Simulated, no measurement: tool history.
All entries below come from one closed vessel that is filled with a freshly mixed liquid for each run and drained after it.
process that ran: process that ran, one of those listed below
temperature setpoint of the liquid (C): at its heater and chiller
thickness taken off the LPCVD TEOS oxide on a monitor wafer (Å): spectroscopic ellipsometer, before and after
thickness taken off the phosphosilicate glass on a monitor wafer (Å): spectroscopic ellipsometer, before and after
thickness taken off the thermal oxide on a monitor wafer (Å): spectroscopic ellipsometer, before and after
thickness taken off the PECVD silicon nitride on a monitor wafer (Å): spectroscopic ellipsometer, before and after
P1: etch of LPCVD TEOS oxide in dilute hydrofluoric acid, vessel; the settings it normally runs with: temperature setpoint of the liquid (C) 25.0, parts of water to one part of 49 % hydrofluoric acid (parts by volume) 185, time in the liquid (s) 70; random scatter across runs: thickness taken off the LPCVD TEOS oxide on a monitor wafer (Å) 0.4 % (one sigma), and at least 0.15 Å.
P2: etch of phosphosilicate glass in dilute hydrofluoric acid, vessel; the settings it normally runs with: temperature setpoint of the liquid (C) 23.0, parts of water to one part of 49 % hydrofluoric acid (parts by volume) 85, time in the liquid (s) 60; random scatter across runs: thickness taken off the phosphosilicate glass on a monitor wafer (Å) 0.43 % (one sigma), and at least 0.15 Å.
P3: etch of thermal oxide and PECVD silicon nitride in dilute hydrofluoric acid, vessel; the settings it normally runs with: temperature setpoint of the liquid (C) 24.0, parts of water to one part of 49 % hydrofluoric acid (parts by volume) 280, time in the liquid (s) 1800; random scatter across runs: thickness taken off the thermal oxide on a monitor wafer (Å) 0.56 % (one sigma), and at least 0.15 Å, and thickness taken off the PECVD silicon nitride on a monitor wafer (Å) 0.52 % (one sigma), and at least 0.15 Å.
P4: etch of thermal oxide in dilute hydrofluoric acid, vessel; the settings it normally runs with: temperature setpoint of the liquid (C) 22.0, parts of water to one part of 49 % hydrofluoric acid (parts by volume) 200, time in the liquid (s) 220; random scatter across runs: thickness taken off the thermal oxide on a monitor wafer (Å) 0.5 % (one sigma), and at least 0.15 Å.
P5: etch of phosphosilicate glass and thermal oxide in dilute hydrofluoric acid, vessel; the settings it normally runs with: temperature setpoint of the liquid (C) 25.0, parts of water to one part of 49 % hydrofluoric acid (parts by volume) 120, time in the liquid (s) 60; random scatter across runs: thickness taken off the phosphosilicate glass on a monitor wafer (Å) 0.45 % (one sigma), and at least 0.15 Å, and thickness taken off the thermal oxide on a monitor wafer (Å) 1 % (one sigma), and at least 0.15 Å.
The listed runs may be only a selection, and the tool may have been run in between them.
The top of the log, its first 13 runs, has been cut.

run,day,process that ran,temperature setpoint of the liquid (C),parts of water to one part of 49 % hydrofluoric acid (parts by volume),time in the liquid (s),hours since the thermometer was replaced,hours since the hydrofluoric acid flow meter was replaced,thickness taken off the LPCVD TEOS oxide on a monitor wafer (Å),thickness taken off the phosphosilicate glass on a monitor wafer (Å),thickness taken off the thermal oxide on a monitor wafer (Å),thickness taken off the PECVD silicon nitride on a monitor wafer (Å)
14,3.925,P4,17.0,200,220,65.5,768.4,,,35.195,
15,4.312,P1,25.0,185,120,74.8,777.7,132.120,,,
16,4.712,P3,24.0,130,1800,84.4,787.3,,,618.100,689.20
17,5.096,P3,24.0,280,1800,93.6,796.5,,,244.410,323.93
18,5.329,P2,23.0,85,60,99.2,802.1,,701.37,,
19,5.621,P1,25.0,185,70,106.2,809.1,78.159,,,
20,5.912,P1,25.0,305,70,113.2,816.1,41.574,,,
21,6.246,P1,20.0,115,70,121.2,824.1,111.130,,,
22,6.608,P1,25.0,185,70,129.9,832.8,77.484,,,

Predict the results of run 23:
23,6.938,P4,22.0,200,220,137.8,840.7,,,?,

Run 23 came out at thickness taken off the thermal oxide on a monitor wafer (Å) 42.669.
